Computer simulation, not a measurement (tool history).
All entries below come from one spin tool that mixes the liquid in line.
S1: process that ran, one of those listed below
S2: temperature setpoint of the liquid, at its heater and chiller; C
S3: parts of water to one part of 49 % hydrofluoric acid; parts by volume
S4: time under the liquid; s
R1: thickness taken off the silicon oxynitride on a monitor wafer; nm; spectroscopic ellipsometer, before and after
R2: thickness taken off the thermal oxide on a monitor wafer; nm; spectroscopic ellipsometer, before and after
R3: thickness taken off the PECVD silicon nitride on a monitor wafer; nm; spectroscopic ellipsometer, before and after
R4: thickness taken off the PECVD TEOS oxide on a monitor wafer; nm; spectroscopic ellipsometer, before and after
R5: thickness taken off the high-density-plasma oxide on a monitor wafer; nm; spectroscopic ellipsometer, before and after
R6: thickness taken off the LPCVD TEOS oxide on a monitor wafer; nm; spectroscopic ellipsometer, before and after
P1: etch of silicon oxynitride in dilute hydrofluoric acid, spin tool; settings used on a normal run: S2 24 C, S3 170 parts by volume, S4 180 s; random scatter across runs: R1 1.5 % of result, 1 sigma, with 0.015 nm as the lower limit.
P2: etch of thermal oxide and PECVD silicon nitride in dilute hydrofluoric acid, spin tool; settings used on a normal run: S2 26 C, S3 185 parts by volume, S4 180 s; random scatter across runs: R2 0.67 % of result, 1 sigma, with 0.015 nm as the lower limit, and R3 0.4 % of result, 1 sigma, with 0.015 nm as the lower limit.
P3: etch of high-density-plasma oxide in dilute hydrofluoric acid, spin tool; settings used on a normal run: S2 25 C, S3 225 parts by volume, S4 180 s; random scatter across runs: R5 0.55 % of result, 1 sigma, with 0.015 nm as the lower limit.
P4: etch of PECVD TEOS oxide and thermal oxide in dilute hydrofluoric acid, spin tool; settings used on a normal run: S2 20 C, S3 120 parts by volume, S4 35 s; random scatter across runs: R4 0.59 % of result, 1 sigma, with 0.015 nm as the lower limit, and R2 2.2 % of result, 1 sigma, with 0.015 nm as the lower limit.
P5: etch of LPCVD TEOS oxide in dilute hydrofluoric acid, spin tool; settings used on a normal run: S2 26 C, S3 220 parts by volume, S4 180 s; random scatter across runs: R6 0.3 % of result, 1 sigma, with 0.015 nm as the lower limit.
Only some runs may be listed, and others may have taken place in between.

{"run": 1, "hour": 9.9, "S1": "P1", "S2": 24, "S3": 170, "S4": 180, "R1": 1.7811}
{"run": 2, "hour": 17.7, "S1": "P2", "S2": 26, "S3": 185, "S4": 180, "R2": 4.3135, "R3": 6.1579}
{"run": 3, "hour": 29.8, "S1": "P1", "S2": 24, "S3": 170, "S4": 180, "R1": 1.8231}
{"run": 4, "hour": 39.5, "S1": "P4", "S2": 20, "S3": 120, "S4": 35, "R2": 1.157, "R4": 5.9808}
{"hour": 48.0, "done": "thermometer replaced"}
{"run": 5, "hour": 52.7, "S1": "P1", "S2": 24, "S3": 100, "S4": 265, "R1": 4.7625}
{"run": 6, "hour": 63.6, "S1": "P3", "S2": 19.5, "S3": 225, "S4": 180, "R5": 6.6686}
{"run": 7, "hour": 74.8, "S1": "P2", "S2": 33, "S3": 185, "S4": 180, "R2": 5.5008, "R3": 9.3387}
{"run": 8, "hour": 86.4, "S1": "P1", "S2": 24, "S3": 170, "S4": 180, "R1": 1.7925}
{"run": 9, "hour": 95.9, "S1": "P1", "S2": 24, "S3": 170, "S4": 180, "R1": 1.8299}
{"run": 10, "hour": 102.2, "S1": "P1", "S2": 29.5, "S3": 170, "S4": 180, "R1": 2.3434}
{"run": 11, "hour": 114.9, "S1": "P4", "S2": 20, "S3": 55, "S4": 35, "R2": 2.6987, "R4": 14.025}
{"run": 12, "hour": 127.1, "S1": "P1", "S2": 24, "S3": 170, "S4": 180, "R1": 1.7633}
{"run": 13, "hour": 140.2, "S1": "P5", "S2": 26, "S3": 220, "S4": 335, "R6": 78.783}
{"run": 14, "hour": 152.8, "S1": "P2", "S2": 26, "S3": 310, "S4": 180, "R2": 2.2105, "R3": 3.6511}
{"run": 15, "hour": 166.5, "S1": "P5", "S2": 26, "S3": 70, "S4": 180, "R6": 158.42}
{"run": 16, "hour": 175.3, "S1": "P3", "S2": 25, "S3": 225, "S4": 325, "R5": 14.697}
{"run": 17, "hour": 182.3, "S1": "P1", "S2": 24, "S3": 170, "S4": 40, "R1": 0.38353}
{"run": 18, "hour": 194.3, "S1": "P5", "S2": 26, "S3": 220, "S4": 180, "R6": 42.437}
{"run": 19, "hour": 204.3, "S1": "P1", "S2": 24, "S3": 50, "S4": 345, "R1": 13.387}
{"run": 20, "hour": 211.6, "S1": "P5", "S2": 26, "S3": 220, "S4": 180, "R6": 42.462}
{"run": 21, "hour": 221.1, "S1": "P2", "S2": 26, "S3": 185, "S4": 180, "R2": 4.2871, "R3": 6.1496}
{"run": 22, "hour": 231.9, "S1": "P2", "S2": 26, "S3": 185, "S4": 340, "R2": 8.1185, "R3": 11.62}
{"run": 23, "hour": 245.0, "S1": "P1", "S2": 24, "S3": 170, "S4": 295, "R1": 2.9239}
{"run": 24, "hour": 256.3, "S1": "P3", "S2": 25, "S3": 40, "S4": 180, "R5": 57.448}
{"run": 25, "hour": 264.6, "S1": "P3", "S2": 25, "S3": 225, "S4": 180, "R5": 8.2261}

Expected results for the next run?
{"run": 26, "hour": 277.7, "S1": "P1", "S2": 24, "S3": 105, "S4": 180, "R1": "?"}

Run 26 gave R1 3.0604 nm.
